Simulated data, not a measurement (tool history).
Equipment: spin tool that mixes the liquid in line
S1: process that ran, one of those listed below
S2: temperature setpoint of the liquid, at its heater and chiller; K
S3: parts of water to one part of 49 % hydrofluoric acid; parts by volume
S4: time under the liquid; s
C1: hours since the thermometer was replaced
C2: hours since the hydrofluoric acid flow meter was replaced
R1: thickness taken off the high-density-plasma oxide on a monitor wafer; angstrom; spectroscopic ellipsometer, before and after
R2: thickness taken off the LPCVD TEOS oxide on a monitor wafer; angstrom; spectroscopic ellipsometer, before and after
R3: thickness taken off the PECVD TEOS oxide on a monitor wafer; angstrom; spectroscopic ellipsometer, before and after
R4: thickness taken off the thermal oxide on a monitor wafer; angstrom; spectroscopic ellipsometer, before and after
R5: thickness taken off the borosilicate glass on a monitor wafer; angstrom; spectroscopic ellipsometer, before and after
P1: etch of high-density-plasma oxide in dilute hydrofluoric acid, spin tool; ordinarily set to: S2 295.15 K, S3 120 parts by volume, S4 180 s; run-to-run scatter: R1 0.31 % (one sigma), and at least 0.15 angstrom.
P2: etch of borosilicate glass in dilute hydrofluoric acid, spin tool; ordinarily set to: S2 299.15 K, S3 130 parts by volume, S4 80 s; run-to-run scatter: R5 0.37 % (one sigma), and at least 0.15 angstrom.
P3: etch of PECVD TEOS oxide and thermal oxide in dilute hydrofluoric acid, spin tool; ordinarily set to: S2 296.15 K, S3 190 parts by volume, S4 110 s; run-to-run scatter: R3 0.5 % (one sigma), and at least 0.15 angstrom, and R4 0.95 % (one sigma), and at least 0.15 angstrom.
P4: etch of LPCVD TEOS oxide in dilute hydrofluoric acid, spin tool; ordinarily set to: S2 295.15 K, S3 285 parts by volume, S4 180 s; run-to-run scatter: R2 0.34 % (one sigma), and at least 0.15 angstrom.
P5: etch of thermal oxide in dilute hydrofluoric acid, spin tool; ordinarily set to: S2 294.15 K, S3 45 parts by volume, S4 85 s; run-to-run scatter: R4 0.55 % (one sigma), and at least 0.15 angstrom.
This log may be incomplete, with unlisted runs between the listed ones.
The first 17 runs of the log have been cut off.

run,hour,S1,S2,S3,S4,C1,C2,R1,R2,R3,R4,R5
18,188.6,P5,298.15,45,85,432.3,29,,,,99.039,
19,198.9,P1,295.15,120,180,442.6,39.3,99.666,,,,
20,213.4,P4,295.15,285,180,457.1,53.8,,139.89,,,
21,223.4,P1,295.15,120,180,467.1,63.8,99.443,,,,
22,238.3,P1,295.15,160,65,482,78.7,25.789,,,,
23,253.5,P2,299.15,130,135,497.2,93.9,,,,,246.53
24,260.1,P1,302.65,120,180,503.8,100.5,132.59,,,,
25,267.7,P5,294.15,45,85,511.4,108.1,,,,84.196,
26,281,P1,295.15,120,180,524.7,121.4,99.432,,,,
27,290.5,P2,299.15,235,80,534.2,130.9,,,,,71.226
28,299.3,P3,290.15,190,110,543,139.7,,,104.14,17.904,
29,309.4,P3,296.15,190,110,553.1,149.8,,,129.75,23.446,
30,316.4,P4,295.15,285,335,560.1,156.8,,260.63,,,
31,325.4,P1,295.15,120,180,569.1,165.8,99.13,,,,
32,333.9,P1,295.15,120,180,577.6,174.3,102.01,,,,
33,348.3,P1,295.15,120,180,592,188.7,104.06,,,,
34,360,P1,295.15,120,180,603.7,200.4,105.07,,,,
35,371.2,P1,295.15,120,180,614.9,211.6,105.27,,,,
36,380.3,P1,295.15,120,180,624,220.7,105.76,,,,
37,389.5,P1,295.15,120,180,633.2,229.9,105.86,,,,
38,398.8,P1,295.15,120,180,642.5,239.2,106.42,,,,
39,406.8,P1,295.15,120,180,650.5,247.2,106.28,,,,

What does the tool deliver on the next run?
40,414.5,P1,295.15,120,180,658.2,254.9,?,,,,

Run 40 produced R1 106.92 angstrom.
